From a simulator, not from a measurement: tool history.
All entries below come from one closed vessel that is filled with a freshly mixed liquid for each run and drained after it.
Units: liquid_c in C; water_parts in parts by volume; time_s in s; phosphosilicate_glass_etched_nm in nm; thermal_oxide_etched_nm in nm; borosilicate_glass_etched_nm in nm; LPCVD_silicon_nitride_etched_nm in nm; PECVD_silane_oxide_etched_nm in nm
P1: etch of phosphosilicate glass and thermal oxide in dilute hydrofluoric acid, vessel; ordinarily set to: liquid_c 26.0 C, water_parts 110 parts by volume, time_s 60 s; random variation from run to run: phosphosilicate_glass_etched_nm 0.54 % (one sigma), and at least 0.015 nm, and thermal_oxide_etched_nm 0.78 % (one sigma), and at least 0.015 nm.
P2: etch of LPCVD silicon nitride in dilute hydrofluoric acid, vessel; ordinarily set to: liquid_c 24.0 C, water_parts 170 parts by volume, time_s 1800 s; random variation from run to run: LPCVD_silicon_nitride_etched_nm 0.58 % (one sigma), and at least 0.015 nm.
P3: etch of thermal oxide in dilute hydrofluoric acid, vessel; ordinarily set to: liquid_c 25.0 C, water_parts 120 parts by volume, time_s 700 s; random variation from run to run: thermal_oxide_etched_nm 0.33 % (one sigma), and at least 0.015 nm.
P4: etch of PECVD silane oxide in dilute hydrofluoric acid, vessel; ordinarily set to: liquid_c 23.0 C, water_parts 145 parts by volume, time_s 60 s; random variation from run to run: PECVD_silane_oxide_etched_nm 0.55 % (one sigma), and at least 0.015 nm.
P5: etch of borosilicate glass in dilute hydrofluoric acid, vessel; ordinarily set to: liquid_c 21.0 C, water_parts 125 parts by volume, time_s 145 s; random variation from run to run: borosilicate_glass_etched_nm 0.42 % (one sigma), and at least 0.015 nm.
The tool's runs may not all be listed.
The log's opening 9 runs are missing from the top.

run	hour	process	liquid_c	water_parts	time_s	hours since the thermometer was replaced	hours since the hydrofluoric acid flow meter was replaced	phosphosilicate_glass_etched_nm	thermal_oxide_etched_nm	borosilicate_glass_etched_nm	LPCVD_silicon_nitride_etched_nm	PECVD_silane_oxide_etched_nm
10	118.3	P2	24.0	295	1800	799.0	425.8				3.0066	
11	133.9	P1	26.0	190	90	814.6	441.4	48.293	2.0694			
12	142.8	P3	25.0	120	700	823.5	450.3		28.3940			
13	152.2	P1	26.0	110	60	832.9	459.7	60.976	2.6344			
14	168.6	P3	19.0	120	700	849.3	476.1		22.3330			
15	183.5	P4	28.5	145	60	864.2	491.0					6.7394
16	192.6	P5	21.0	125	145	873.3	500.1			16.9780		
17	203.6	P4	23.0	30	60	884.3	511.1					30.8130
18	215.1	P1	26.0	110	60	895.8	522.6	61.055	2.6098			
19	232.1	P3	25.0	25	700	912.8	539.6		154.8800			
20	243.9	P2	24.0	170	3390	924.6	551.4				9.8035	
21	259.4	P1	26.0	25	60	940.1	566.9	303.340	12.8710			
22	277.2	P5	21.0	125	30	957.9	584.7			3.4887		
23	288.9	P1	32.5	110	60	969.6	596.4	77.769	3.3458			
24	302.1	P1	26.0	110	100	982.8	609.6	101.820	4.3361			
25	315.4	P2	28.5	170	1800	996.1	622.9				6.8720	
26	331.4	P1	26.0	190	60	1012.1	638.9	32.165	1.3863			
27	341.8	P5	21.0	210	145	1022.5	649.3			9.1618		
28	354.6	P4	23.0	145	90	1035.3	662.1					8.1814
29	363.4	P3	25.0	120	1315	1044.1	670.9		53.0260			
30	373.3	P4	23.0	145	60	1054.0	680.8					5.4669

What does the tool deliver on the next run?
31	386.4	P1	26.0	110	60	1067.1	693.9	?	?			

Run 31 came out at phosphosilicate_glass_etched_nm 60.624 nm, thermal_oxide_etched_nm 2.6550 nm.

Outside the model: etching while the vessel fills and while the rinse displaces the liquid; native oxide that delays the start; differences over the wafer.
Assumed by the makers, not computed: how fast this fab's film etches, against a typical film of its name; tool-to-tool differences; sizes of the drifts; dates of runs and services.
